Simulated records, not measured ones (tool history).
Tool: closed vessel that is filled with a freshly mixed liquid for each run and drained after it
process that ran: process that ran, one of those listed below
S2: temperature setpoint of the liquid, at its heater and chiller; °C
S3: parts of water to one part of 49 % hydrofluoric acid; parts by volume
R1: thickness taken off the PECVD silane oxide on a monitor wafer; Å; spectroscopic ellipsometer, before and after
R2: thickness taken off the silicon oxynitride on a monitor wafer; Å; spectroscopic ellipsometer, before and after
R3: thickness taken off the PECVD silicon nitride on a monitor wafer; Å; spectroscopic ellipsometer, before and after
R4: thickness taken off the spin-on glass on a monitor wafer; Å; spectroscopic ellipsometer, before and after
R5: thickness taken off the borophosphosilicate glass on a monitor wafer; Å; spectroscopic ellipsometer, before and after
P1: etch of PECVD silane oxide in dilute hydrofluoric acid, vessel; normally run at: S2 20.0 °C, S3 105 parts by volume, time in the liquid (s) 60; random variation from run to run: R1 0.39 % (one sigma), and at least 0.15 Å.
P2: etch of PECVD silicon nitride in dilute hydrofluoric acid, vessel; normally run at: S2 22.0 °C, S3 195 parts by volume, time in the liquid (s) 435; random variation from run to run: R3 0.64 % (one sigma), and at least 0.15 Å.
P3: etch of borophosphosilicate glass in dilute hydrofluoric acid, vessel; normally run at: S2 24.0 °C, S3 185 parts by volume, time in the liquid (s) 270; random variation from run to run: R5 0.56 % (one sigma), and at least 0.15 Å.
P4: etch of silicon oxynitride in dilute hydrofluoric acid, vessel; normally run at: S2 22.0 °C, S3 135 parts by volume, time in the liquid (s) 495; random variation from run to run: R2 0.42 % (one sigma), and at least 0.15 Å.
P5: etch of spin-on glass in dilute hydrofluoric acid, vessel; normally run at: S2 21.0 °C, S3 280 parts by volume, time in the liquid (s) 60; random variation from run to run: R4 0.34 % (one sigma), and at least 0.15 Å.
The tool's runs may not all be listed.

Run 1, hour 10.1: process that ran P1, S2 20.0 °C, S3 105 parts by volume, time in the liquid (s) 60. Result: R1 182.910 Å.
Run 2, hour 22.9: process that ran P4, S2 22.0 °C, S3 135 parts by volume, time in the liquid (s) 30. Result: R2 7.5878 Å.
Run 3, hour 34.1: process that ran P2, S2 22.0 °C, S3 195 parts by volume, time in the liquid (s) 435. Result: R3 48.189 Å.
Run 4, hour 43.3: process that ran P1, S2 20.0 °C, S3 70 parts by volume, time in the liquid (s) 30. Result: R1 143.320 Å.
Run 5, hour 51.2: process that ran P4, S2 22.0 °C, S3 245 parts by volume, time in the liquid (s) 495. Result: R2 61.7990 Å.
Run 6, hour 62.7: process that ran P1, S2 20.0 °C, S3 105 parts by volume, time in the liquid (s) 60. Result: R1 182.440 Å.
Run 7, hour 75.2: process that ran P5, S2 21.0 °C, S3 280 parts by volume, time in the liquid (s) 105. Result: R4 131.450 Å.
Run 8, hour 88.8: process that ran P3, S2 24.0 °C, S3 185 parts by volume, time in the liquid (s) 270. Result: R5 374.84 Å.
Run 9, hour 102.2: process that ran P1, S2 17.0 °C, S3 105 parts by volume, time in the liquid (s) 30. Result: R1 80.402 Å.
Run 10, hour 109.4: process that ran P1, S2 20.0 °C, S3 150 parts by volume, time in the liquid (s) 115. Result: R1 232.930 Å.
Run 11, hour 123.0: process that ran P4, S2 22.0 °C, S3 135 parts by volume, time in the liquid (s) 495. Result: R2 122.7200 Å.
Run 12, hour 130.7: process that ran P1, S2 20.0 °C, S3 105 parts by volume, time in the liquid (s) 60. Result: R1 183.360 Å.
Run 13, hour 143.5: process that ran P2, S2 29.0 °C, S3 195 parts by volume, time in the liquid (s) 435. Result: R3 74.184 Å.
Run 14, hour 156.9: process that ran P3, S2 30.5 °C, S3 185 parts by volume, time in the liquid (s) 270. Result: R5 470.47 Å.
Run 15, hour 169.8: process that ran P5, S2 21.0 °C, S3 50 parts by volume, time in the liquid (s) 60. Result: R4 537.670 Å.
Run 16, hour 182.1: process that ran P5, S2 17.0 °C, S3 280 parts by volume, time in the liquid (s) 60. Result: R4 64.812 Å.
Run 17, hour 197.0: process that ran P1, S2 20.0 °C, S3 40 parts by volume, time in the liquid (s) 60. Result: R1 516.260 Å.
Run 18, hour 205.7: process that ran P1, S2 20.0 °C, S3 105 parts by volume, time in the liquid (s) 60. Result: R1 183.850 Å.
Run 19, hour 216.7: process that ran P2, S2 22.0 °C, S3 195 parts by volume, time in the liquid (s) 810. Result: R3 89.660 Å.
Run 20, hour 230.2: process that ran P3, S2 24.0 °C, S3 185 parts by volume, time in the liquid (s) 515. Result: R5 714.49 Å.
Run 21, hour 245.0: process that ran P2, S2 22.0 °C, S3 195 parts by volume, time in the liquid (s) 435. Result: R3 47.819 Å.
Run 22, hour 254.6: process that ran P1, S2 20.0 °C, S3 105 parts by volume, time in the liquid (s) 60. Result: R1 183.080 Å.
Run 23, hour 262.3: process that ran P4, S2 22.0 °C, S3 135 parts by volume, time in the liquid (s) 495. Result: R2 121.6000 Å.
Run 24, hour 270.6: process that ran P1, S2 27.0 °C, S3 105 parts by volume, time in the liquid (s) 60. Result: R1 241.030 Å.
Run 25, hour 285.3: process that ran P1, S2 20.0 °C, S3 105 parts by volume, time in the liquid (s) 60. Result: R1 183.800 Å.
Run 26, hour 292.6: process that ran P1, S2 20.0 °C, S3 105 parts by volume, time in the liquid (s) 35. Result: R1 106.240 Å.
Run 27, hour 305.7: process that ran P5, S2 21.0 °C, S3 280 parts by volume, time in the liquid (s) 60. Result: R4 75.582 Å.
Run 28, hour 315.0: process that ran P1, S2 20.0 °C, S3 105 parts by volume, time in the liquid (s) 115. Result: R1 348.060 Å.
Run 29, hour 323.5: process that ran P1, S2 20.0 °C, S3 180 parts by volume, time in the liquid (s) 60. Result: R1 98.751 Å.
Run 30, hour 338.0: process that ran P1, S2 17.0 °C, S3 105 parts by volume, time in the liquid (s) 60. Result: R1 160.890 Å.
Run 31, hour 347.8: process that ran P3, S2 24.0 °C, S3 110 parts by volume, time in the liquid (s) 270. Result: R5 673.87 Å.
Run 32, hour 357.2: process that ran P5, S2 21.0 °C, S3 280 parts by volume, time in the liquid (s) 60. Result: R4 75.389 Å.
Run 33, hour 366.2: process that ran P4, S2 26.0 °C, S3 135 parts by volume, time in the liquid (s) 495. Result: R2 147.2700 Å.
Run 34, hour 376.2: process that ran P2, S2 22.0 °C, S3 80 parts by volume, time in the liquid (s) 435. Result: R3 115.800 Å.
Run 35, hour 383.2: process that ran P1, S2 20.0 °C, S3 105 parts by volume, time in the liquid (s) 60. Result: R1 182.620 Å.
Run 36, hour 396.5: process that ran P1, S2 20.0 °C, S3 105 parts by volume, time in the liquid (s) 60. Result: R1 177.090 Å.
Run 37, hour 410.9: process that ran P1, S2 20.0 °C, S3 105 parts by volume, time in the liquid (s) 60. Result: R1 172.330 Å.
Run 38, hour 418.2: process that ran P1, S2 20.0 °C, S3 105 parts by volume, time in the liquid (s) 60. Result: R1 170.210 Å.
Run 39, hour 432.8: process that ran P1, S2 20.0 °C, S3 105 parts by volume, time in the liquid (s) 60. Result: R1 169.200 Å.
Run 40, hour 446.8: process that ran P1, S2 20.0 °C, S3 105 parts by volume, time in the liquid (s) 60. Result: R1 168.790 Å.
Run 41, hour 455.3: process that ran P1, S2 20.0 °C, S3 105 parts by volume, time in the liquid (s) 60. Result: R1 167.540 Å.
Run 42, hour 461.9: process that ran P1, S2 20.0 °C, S3 105 parts by volume, time in the liquid (s) 60. Result: R1 166.350 Å.
Run 43, hour 473.0: process that ran P1, S2 20.0 °C, S3 105 parts by volume, time in the liquid (s) 60. Result: R1 166.660 Å.
Run 44, hour 481.4: process that ran P1, S2 20.0 °C, S3 105 parts by volume, time in the liquid (s) 60. Result: R1 167.380 Å.

What P1 gives has crept away from where it was. These 2 causes fit the log equally well, each at the size given:
A: liquid colder than its thermometer reads (K) = 2.17
B: hydrofluoric acid flow below the setpoint (%) = 7.67
The creep began at about hour 383.2.

4 check runs are offered, one wafer each, their results left as question marks. Which one tells the causes apart?
Run check 1, hour 489.8: process that ran P3, S2 28.5 °C, S3 125 parts by volume, time in the liquid (s) 270. Result: R5 ?.
Run check 2, hour 489.8: process that ran P2, S2 29.0 °C, S3 195 parts by volume, time in the liquid (s) 435. Result: R3 ?.
Run check 3, hour 489.8: process that ran P5, S2 21.0 °C, S3 80 parts by volume, time in the liquid (s) 95. Result: R4 ?.
Run check 4, hour 489.8: process that ran P4, S2 22.0 °C, S3 245 parts by volume, time in the liquid (s) 50. Result: R2 ?.

What each check would give under each cause:
  check  result     if A     if B
check 1      R5   643.67   636.23
check 2      R3   64.612   68.032
check 3      R4  469.980  471.260
check 4      R2   5.6837   5.7086
How far apart the two closest causes lie, in the result that separates them most: check 1 1.16 %; check 2 5.16 %; check 3 0.27 %; check 4 0.44 %
Check 2 tells the causes apart: in the others they would give nearly the same result.

Then check 2 was run and gave: R3 68.761 Å. Which cause is it?

It is B: hydrofluoric acid flow below the setpoint (%).
